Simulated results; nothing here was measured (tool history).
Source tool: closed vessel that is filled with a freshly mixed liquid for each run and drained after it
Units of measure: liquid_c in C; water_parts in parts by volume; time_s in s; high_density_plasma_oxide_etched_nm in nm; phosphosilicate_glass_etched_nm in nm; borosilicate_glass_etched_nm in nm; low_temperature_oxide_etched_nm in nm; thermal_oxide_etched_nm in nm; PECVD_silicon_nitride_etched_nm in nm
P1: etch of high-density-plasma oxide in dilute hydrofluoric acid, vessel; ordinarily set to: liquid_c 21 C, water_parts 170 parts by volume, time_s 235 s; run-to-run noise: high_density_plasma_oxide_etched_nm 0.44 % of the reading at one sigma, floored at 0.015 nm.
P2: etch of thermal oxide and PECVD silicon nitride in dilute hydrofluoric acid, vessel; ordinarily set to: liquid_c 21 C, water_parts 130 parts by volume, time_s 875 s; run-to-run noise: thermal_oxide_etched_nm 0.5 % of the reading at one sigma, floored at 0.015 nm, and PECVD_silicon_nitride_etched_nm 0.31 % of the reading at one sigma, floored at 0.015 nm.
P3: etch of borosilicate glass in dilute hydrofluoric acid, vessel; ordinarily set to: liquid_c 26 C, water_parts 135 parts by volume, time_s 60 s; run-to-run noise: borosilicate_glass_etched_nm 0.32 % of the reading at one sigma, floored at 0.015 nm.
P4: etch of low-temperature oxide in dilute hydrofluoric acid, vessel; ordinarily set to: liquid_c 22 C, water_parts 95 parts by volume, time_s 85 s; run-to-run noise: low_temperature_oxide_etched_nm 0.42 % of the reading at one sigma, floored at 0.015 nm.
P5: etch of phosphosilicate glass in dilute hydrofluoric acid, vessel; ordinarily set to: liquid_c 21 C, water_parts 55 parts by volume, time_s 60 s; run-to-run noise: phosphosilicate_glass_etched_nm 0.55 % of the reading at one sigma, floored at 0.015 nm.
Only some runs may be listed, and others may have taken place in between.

| run | hour | process | liquid_c | water_parts | time_s | hours since the thermometer was replaced | hours since the hydrofluoric acid flow meter was replaced | high_density_plasma_oxide_etched_nm | phosphosilicate_glass_etched_nm | borosilicate_glass_etched_nm | low_temperature_oxide_etched_nm | thermal_oxide_etched_nm | PECVD_silicon_nitride_etched_nm |
|---|---|---|---|---|---|---|---|---|---|---|---|---|---|
| 1 | 4.9 | P1 | 21 | 170 | 235 | 389.2 | 1219.2 | 5.9297 |  |  |  |  |  |
| 2 | 11.5 | P5 | 21 | 55 | 60 | 395.8 | 1225.8 |  | 135.73 |  |  |  |  |
| 3 | 18.8 | P5 | 21 | 55 | 95 | 403.1 | 1233.1 |  | 218.29 |  |  |  |  |
| 4 | 25.4 | P3 | 26 | 135 | 95 | 409.7 | 1239.7 |  |  | 27.972 |  |  |  |
| 5 | 30 | P4 | 22 | 95 | 85 | 414.3 | 1244.3 |  |  |  | 25.253 |  |  |
| 6 | 34.9 | P2 | 21 | 130 | 875 | 419.2 | 1249.2 |  |  |  |  | 27.987 | 31.73 |
| 7 | 43.6 | P1 | 21 | 170 | 235 | 427.9 | 1257.9 | 5.915 |  |  |  |  |  |
| 8 | 51 | P4 | 22 | 140 | 85 | 435.3 | 1265.3 |  |  |  | 16.15 |  |  |
| 9 | 57.9 | P4 | 22 | 95 | 30 | 442.2 | 1272.2 |  |  |  | 8.8682 |  |  |
| 10 | 66.9 | P5 | 21 | 55 | 60 | 451.2 | 1281.2 |  | 137.19 |  |  |  |  |
| 11 | 72.7 | P1 | 27 | 295 | 235 | 457 | 1287 | 3.6651 |  |  |  |  |  |
| 12 | 80.8 | P2 | 28 | 130 | 875 | 465.1 | 1295.1 |  |  |  |  | 36.831 | 50.145 |
| 13 | 87 | P1 | 21 | 170 | 235 | 471.3 | 1301.3 | 5.9124 |  |  |  |  |  |
| 14 | 92.9 | P1 | 17 | 170 | 235 | 477.2 | 1307.2 | 5.0207 |  |  |  |  |  |
| 15 | 101.6 | P1 | 29.5 | 170 | 235 | 485.9 | 1315.9 | 8.102 |  |  |  |  |  |
| 16 | 108.5 | P3 | 26 | 135 | 60 | 492.8 | 1322.8 |  |  | 17.64 |  |  |  |
| 17 | 116.8 | P1 | 21 | 170 | 40 | 501.1 | 1331.1 | 1.0276 |  |  |  |  |  |
| 18 | 126.2 | P5 | 21 | 85 | 60 | 510.5 | 1340.5 |  | 85.281 |  |  |  |  |
| 19 | 134.7 | P3 | 26 | 185 | 60 | 519 | 1349 |  |  | 12.216 |  |  |  |
| 20 | 142.6 | P1 | 21 | 170 | 235 | 526.9 | 1356.9 | 5.937 |  |  |  |  |  |
| 21 | 148 | P1 | 21 | 170 | 415 | 532.3 | 1362.3 | 10.472 |  |  |  |  |  |
| 22 | 154.4 | P3 | 26 | 135 | 60 | 538.7 | 1368.7 |  |  | 17.811 |  |  |  |
| 23 | 160.2 | P2 | 21 | 25 | 875 | 544.5 | 1374.5 |  |  |  |  | 165.44 | 158.48 |
| 24 | 169.1 | P1 | 21 | 240 | 235 | 553.4 | 1383.4 | 3.9004 |  |  |  |  |  |
| 25 | 176.8 | P1 | 21 | 115 | 415 | 561.1 | 1391.1 | 16.426 |  |  |  |  |  |
| 26 | 181.8 | P4 | 29.5 | 95 | 85 | 566.1 | 1396.1 |  |  |  | 33.46 |  |  |
| 27 | 187.6 | P5 | 26.5 | 55 | 60 | 571.9 | 1401.9 |  | 171.98 |  |  |  |  |
| 28 | 191.9 | P1 | 21 | 85 | 235 | 576.2 | 1406.2 | 13.003 |  |  |  |  |  |
| 29 | 196.3 | P3 | 22.5 | 135 | 60 | 580.6 | 1410.6 |  |  | 15.441 |  |  |  |
| 30 | 203.7 | P2 | 21 | 130 | 470 | 588 | 1418 |  |  |  |  | 15.035 | 17.126 |
| 31 | 209.9 | P1 | 21 | 235 | 415 | 594.2 | 1424.2 | 7.077 |  |  |  |  |  |
| 32 | 217.9 | P1 | 21 | 170 | 235 | 602.2 | 1432.2 | 5.921 |  |  |  |  |  |
| 33 | 226.3 | P1 | 21 | 170 | 235 | 610.6 | 1440.6 | 5.7266 |  |  |  |  |  |
| 34 | 231.3 | P1 | 21 | 170 | 235 | 615.6 | 1445.6 | 5.607 |  |  |  |  |  |
| 35 | 240.2 | P1 | 21 | 170 | 235 | 624.5 | 1454.5 | 5.5807 |  |  |  |  |  |
| 36 | 246.6 | P1 | 21 | 170 | 235 | 630.9 | 1460.9 | 5.4937 |  |  |  |  |  |
| 37 | 251.6 | P1 | 21 | 170 | 235 | 635.9 | 1465.9 | 5.4831 |  |  |  |  |  |
| 38 | 258 | P1 | 21 | 170 | 235 | 642.3 | 1472.3 | 5.465 |  |  |  |  |  |
| 39 | 263.1 | P1 | 21 | 170 | 235 | 647.4 | 1477.4 | 5.4274 |  |  |  |  |  |
| 40 | 272 | P1 | 21 | 170 | 235 | 656.3 | 1486.3 | 5.4695 |  |  |  |  |  |
| 41 | 276.8 | P1 | 21 | 170 | 235 | 661.1 | 1491.1 | 5.5004 |  |  |  |  |  |

The log shows P1 creeping away from where it was. Any of the 2 causes listed here, at the size stated for it, fits the log just as well as the others:
A: liquid colder than its thermometer reads (K) = 2.03
B: hydrofluoric acid flow below the setpoint (%) = 6.53
The process output started creeping at around hour 217.9.

Which of the 4 check runs listed below separates the causes, so that each cause would produce a clearly different result? Each run uses one wafer, and its results are marked with question marks.
| check 1 | 281.6 | P5 | 21 | 75 | 60 |  |  |  | ? |  |  |  |  |
| check 2 | 281.6 | P4 | 28 | 95 | 85 |  |  |  |  |  | ? |  |  |
| check 3 | 281.6 | P2 | 26.5 | 30 | 875 |  |  |  |  |  |  | ? | ? |
| check 4 | 281.6 | P3 | 26 | 185 | 60 |  |  |  |  | ? |  |  |  |

Outcome of each check run for each possible cause:
| check | result | if A | if B |
|---|---|---|---|
| check 1 | phosphosilicate_glass_etched_nm | 90.073 | 91.072 |
| check 2 | low_temperature_oxide_etched_nm | 29.399 | 29.458 |
| check 3 | thermal_oxide_etched_nm | 158.77 | 160.9 |
| check 3 | PECVD_silicon_nitride_etched_nm | 168.76 | 181.21 |
| check 4 | borosilicate_glass_etched_nm | 11.321 | 11.24 |
Gap, in per cent, between the two causes that each check separates least, read from the result that separates them most: check 1 1.1 %; check 2 0.2 %; check 3 7.12 %; check 4 0.72 %
Check 3 tells the causes apart: in the others they would give nearly the same result.

The results of check 3 are: thermal_oxide_etched_nm 162.17 nm; PECVD_silicon_nitride_etched_nm 181.62 nm. Based on these, which of the listed causes is it?

Of the candidate causes, it is B: hydrofluoric acid flow below the setpoint (%).
